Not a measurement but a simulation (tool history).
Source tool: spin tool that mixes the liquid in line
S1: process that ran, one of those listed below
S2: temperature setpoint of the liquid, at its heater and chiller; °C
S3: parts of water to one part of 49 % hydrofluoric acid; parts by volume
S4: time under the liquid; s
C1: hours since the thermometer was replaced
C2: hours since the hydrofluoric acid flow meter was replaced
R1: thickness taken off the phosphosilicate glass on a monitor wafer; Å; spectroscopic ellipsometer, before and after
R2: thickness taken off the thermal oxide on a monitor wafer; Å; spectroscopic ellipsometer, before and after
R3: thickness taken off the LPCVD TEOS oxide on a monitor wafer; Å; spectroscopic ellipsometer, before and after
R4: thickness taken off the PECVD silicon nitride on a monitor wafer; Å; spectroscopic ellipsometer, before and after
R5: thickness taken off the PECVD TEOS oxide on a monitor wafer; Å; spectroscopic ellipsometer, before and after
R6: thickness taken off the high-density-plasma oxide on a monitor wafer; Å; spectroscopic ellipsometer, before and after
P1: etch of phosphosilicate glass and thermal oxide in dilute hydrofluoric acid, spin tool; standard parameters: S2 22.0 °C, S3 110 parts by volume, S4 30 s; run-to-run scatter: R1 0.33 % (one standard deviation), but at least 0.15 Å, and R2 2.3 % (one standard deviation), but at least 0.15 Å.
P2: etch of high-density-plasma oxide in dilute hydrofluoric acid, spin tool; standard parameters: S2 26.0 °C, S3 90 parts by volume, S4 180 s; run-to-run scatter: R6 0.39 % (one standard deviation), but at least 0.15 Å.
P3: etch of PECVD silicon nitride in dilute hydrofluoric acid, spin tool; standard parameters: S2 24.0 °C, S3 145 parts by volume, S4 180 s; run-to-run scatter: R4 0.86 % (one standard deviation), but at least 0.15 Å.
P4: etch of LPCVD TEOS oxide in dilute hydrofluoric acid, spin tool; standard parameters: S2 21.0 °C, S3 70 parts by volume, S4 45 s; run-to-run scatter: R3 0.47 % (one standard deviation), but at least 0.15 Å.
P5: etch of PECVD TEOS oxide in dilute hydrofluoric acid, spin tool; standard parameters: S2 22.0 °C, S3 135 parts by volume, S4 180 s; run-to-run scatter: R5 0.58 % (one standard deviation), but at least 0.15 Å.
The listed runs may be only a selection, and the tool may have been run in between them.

Run 1, hour 7.9: S1 P1, S2 22.0 °C, S3 110 parts by volume, S4 30 s; C1 432.5; C2 721.6. Result: R1 264.77 Å, R2 12.3300 Å.
Run 2, hour 19.1: S1 P4, S2 21.0 °C, S3 125 parts by volume, S4 45 s; C1 443.7; C2 732.8. Result: R3 87.490 Å.
Run 3, hour 26.1: S1 P1, S2 22.0 °C, S3 110 parts by volume, S4 30 s; C1 450.7; C2 739.8. Result: R1 266.45 Å, R2 11.6490 Å.
Run 4, hour 32.5: S1 P4, S2 21.0 °C, S3 70 parts by volume, S4 45 s; C1 457.1; C2 746.2. Result: R3 167.950 Å.
Run 5, hour 42.1: S1 P3, S2 17.0 °C, S3 145 parts by volume, S4 180 s; C1 466.7; C2 755.8. Result: R4 17.039 Å.
Run 6, hour 51.4: S1 P1, S2 22.0 °C, S3 25 parts by volume, S4 30 s; C1 476.0; C2 765.1. Result: R1 1298.20 Å, R2 56.3860 Å.
Run 7, hour 64.3: S1 P5, S2 26.0 °C, S3 135 parts by volume, S4 180 s; C1 488.9; C2 778.0. Result: R5 286.40 Å.
Run 8, hour 77.0: S1 P1, S2 22.0 °C, S3 110 parts by volume, S4 30 s; C1 501.6; C2 790.7. Result: R1 266.26 Å, R2 11.8030 Å.
Run 9, hour 90.0: S1 P1, S2 22.0 °C, S3 110 parts by volume, S4 30 s; C1 514.6; C2 803.7. Result: R1 266.17 Å, R2 11.6780 Å.
Run 10, hour 97.8: S1 P1, S2 22.0 °C, S3 110 parts by volume, S4 45 s; C1 522.4; C2 811.5. Result: R1 400.53 Å, R2 17.6440 Å.
Run 11, hour 111.4: S1 P2, S2 26.0 °C, S3 90 parts by volume, S4 180 s; C1 536.0; C2 825.1. Result: R6 194.260 Å.
Run 12, hour 120.7: S1 P5, S2 22.0 °C, S3 135 parts by volume, S4 180 s; C1 545.3; C2 834.4. Result: R5 244.88 Å.
At hour 128.3: thermometer replaced.
Run 13, hour 133.0: S1 P5, S2 22.0 °C, S3 135 parts by volume, S4 285 s; C1 4.7; C2 846.7. Result: R5 386.38 Å.
Run 14, hour 142.9: S1 P3, S2 24.0 °C, S3 145 parts by volume, S4 180 s; C1 14.6; C2 856.6. Result: R4 26.801 Å.
Run 15, hour 152.0: S1 P1, S2 22.0 °C, S3 110 parts by volume, S4 30 s; C1 23.7; C2 865.7. Result: R1 266.81 Å, R2 11.7610 Å.
Run 16, hour 159.4: S1 P2, S2 30.0 °C, S3 90 parts by volume, S4 180 s; C1 31.1; C2 873.1. Result: R6 224.810 Å.
Run 17, hour 170.0: S1 P1, S2 29.0 °C, S3 110 parts by volume, S4 15 s; C1 41.7; C2 883.7. Result: R1 174.27 Å, R2 7.7457 Å.
Run 18, hour 182.6: S1 P1, S2 17.0 °C, S3 110 parts by volume, S4 30 s; C1 54.3; C2 896.3. Result: R1 216.93 Å, R2 9.4923 Å.
Run 19, hour 193.2: S1 P2, S2 26.0 °C, S3 125 parts by volume, S4 180 s; C1 64.9; C2 906.9. Result: R6 133.380 Å.
Run 20, hour 199.7: S1 P5, S2 22.0 °C, S3 50 parts by volume, S4 180 s; C1 71.4; C2 913.4. Result: R5 743.99 Å.
Run 21, hour 211.3: S1 P4, S2 21.0 °C, S3 70 parts by volume, S4 20 s; C1 83.0; C2 925.0. Result: R3 74.631 Å.
Run 22, hour 223.9: S1 P1, S2 22.0 °C, S3 110 parts by volume, S4 15 s; C1 95.6; C2 937.6. Result: R1 133.36 Å, R2 5.8588 Å.
Run 23, hour 236.8: S1 P1, S2 29.5 °C, S3 110 parts by volume, S4 30 s; C1 108.5; C2 950.5. Result: R1 357.13 Å, R2 15.1180 Å.
Run 24, hour 244.0: S1 P3, S2 24.0 °C, S3 85 parts by volume, S4 180 s; C1 115.7; C2 957.7. Result: R4 45.327 Å.
Run 25, hour 258.1: S1 P4, S2 21.0 °C, S3 70 parts by volume, S4 45 s; C1 129.8; C2 971.8. Result: R3 167.320 Å.
Run 26, hour 270.6: S1 P4, S2 17.0 °C, S3 70 parts by volume, S4 45 s; C1 142.3; C2 984.3. Result: R3 140.880 Å.
Run 27, hour 281.7: S1 P2, S2 26.0 °C, S3 90 parts by volume, S4 35 s; C1 153.4; C2 995.4. Result: R6 37.961 Å.
Run 28, hour 293.3: S1 P1, S2 22.0 °C, S3 200 parts by volume, S4 30 s; C1 165.0; C2 1007.0. Result: R1 132.06 Å, R2 6.0824 Å.
Run 29, hour 302.8: S1 P3, S2 24.0 °C, S3 145 parts by volume, S4 355 s; C1 174.5; C2 1016.5. Result: R4 53.058 Å.
Run 30, hour 314.4: S1 P1, S2 22.0 °C, S3 110 parts by volume, S4 30 s; C1 186.1; C2 1028.1. Result: R1 266.40 Å, R2 11.6560 Å.
Run 31, hour 323.5: S1 P1, S2 22.0 °C, S3 110 parts by volume, S4 30 s; C1 195.2; C2 1037.2. Result: R1 269.79 Å, R2 11.9110 Å.
Run 32, hour 334.8: S1 P1, S2 22.0 °C, S3 110 parts by volume, S4 30 s; C1 206.5; C2 1048.5. Result: R1 274.16 Å, R2 11.7110 Å.
Run 33, hour 348.4: S1 P1, S2 22.0 °C, S3 110 parts by volume, S4 30 s; C1 220.1; C2 1062.1. Result: R1 276.22 Å, R2 12.2900 Å.
Run 34, hour 356.3: S1 P1, S2 22.0 °C, S3 110 parts by volume, S4 30 s; C1 228.0; C2 1070.0. Result: R1 279.24 Å, R2 11.7430 Å.
Run 35, hour 365.7: S1 P1, S2 22.0 °C, S3 110 parts by volume, S4 30 s; C1 237.4; C2 1079.4. Result: R1 278.74 Å, R2 12.7160 Å.
Run 36, hour 375.0: S1 P1, S2 22.0 °C, S3 110 parts by volume, S4 30 s; C1 246.7; C2 1088.7. Result: R1 279.43 Å, R2 12.7300 Å.
Run 37, hour 386.5: S1 P1, S2 22.0 °C, S3 110 parts by volume, S4 30 s; C1 258.2; C2 1100.2. Result: R1 281.66 Å, R2 12.5230 Å.
Run 38, hour 397.7: S1 P1, S2 22.0 °C, S3 110 parts by volume, S4 30 s; C1 269.4; C2 1111.4. Result: R1 282.28 Å, R2 11.9860 Å.
Run 39, hour 407.2: S1 P1, S2 22.0 °C, S3 110 parts by volume, S4 30 s; C1 278.9; C2 1120.9. Result: R1 280.21 Å, R2 12.3280 Å.
Run 40, hour 420.8: S1 P1, S2 22.0 °C, S3 110 parts by volume, S4 30 s; C1 292.5; C2 1134.5. Result: R1 281.15 Å, R2 12.5000 Å.
Run 41, hour 431.8: S1 P1, S2 22.0 °C, S3 110 parts by volume, S4 30 s; C1 303.5; C2 1145.5. Result: R1 282.11 Å, R2 12.7980 Å.

The output of P1 has drifted from where it used to be. Each of the 2 causes below, taken at the size shown beside it, accounts for the log equally well:
A: liquid hotter than its thermometer reads (K) = 1.43
B: hydrofluoric acid flow above the setpoint (%) = 5.18
Onset of the creep was near hour 314.4.

The list below offers 4 check runs, each averaging the results of 3 wafers, and shows each result as a question mark. For which of them would the listed causes give clearly different results?
Run check 1, hour 442.8: S1 P5, S2 22.0 °C, S3 60 parts by volume, S4 180 s. Result: R5 ?.
Run check 2, hour 442.8: S1 P3, S2 24.0 °C, S3 145 parts by volume, S4 355 s. Result: R4 ?.
Run check 3, hour 442.8: S1 P2, S2 26.0 °C, S3 115 parts by volume, S4 115 s. Result: R6 ?.
Run check 4, hour 442.8: S1 P4, S2 18.0 °C, S3 110 parts by volume, S4 45 s. Result: R3 ?.

How each check would come out, cause by cause:
  check  result    if A    if B
check 1      R5  642.50  639.36
check 2      R4  58.406  56.008
check 3      R6  99.183  99.481
check 4      R3  95.430  95.162
Gap, in per cent, between the two causes that each check separates least, read from the result that separates them most: check 1 0.49 %; check 2 4.19 %; check 3 0.3 %; check 4 0.28 %
Only check 2 tells the causes apart: in the others they would give nearly the same result.

Check 2 was carried out, with these results: R4 55.886 Å. Which of the listed causes is responsible?

It was cause B: hydrofluoric acid flow above the setpoint (%).

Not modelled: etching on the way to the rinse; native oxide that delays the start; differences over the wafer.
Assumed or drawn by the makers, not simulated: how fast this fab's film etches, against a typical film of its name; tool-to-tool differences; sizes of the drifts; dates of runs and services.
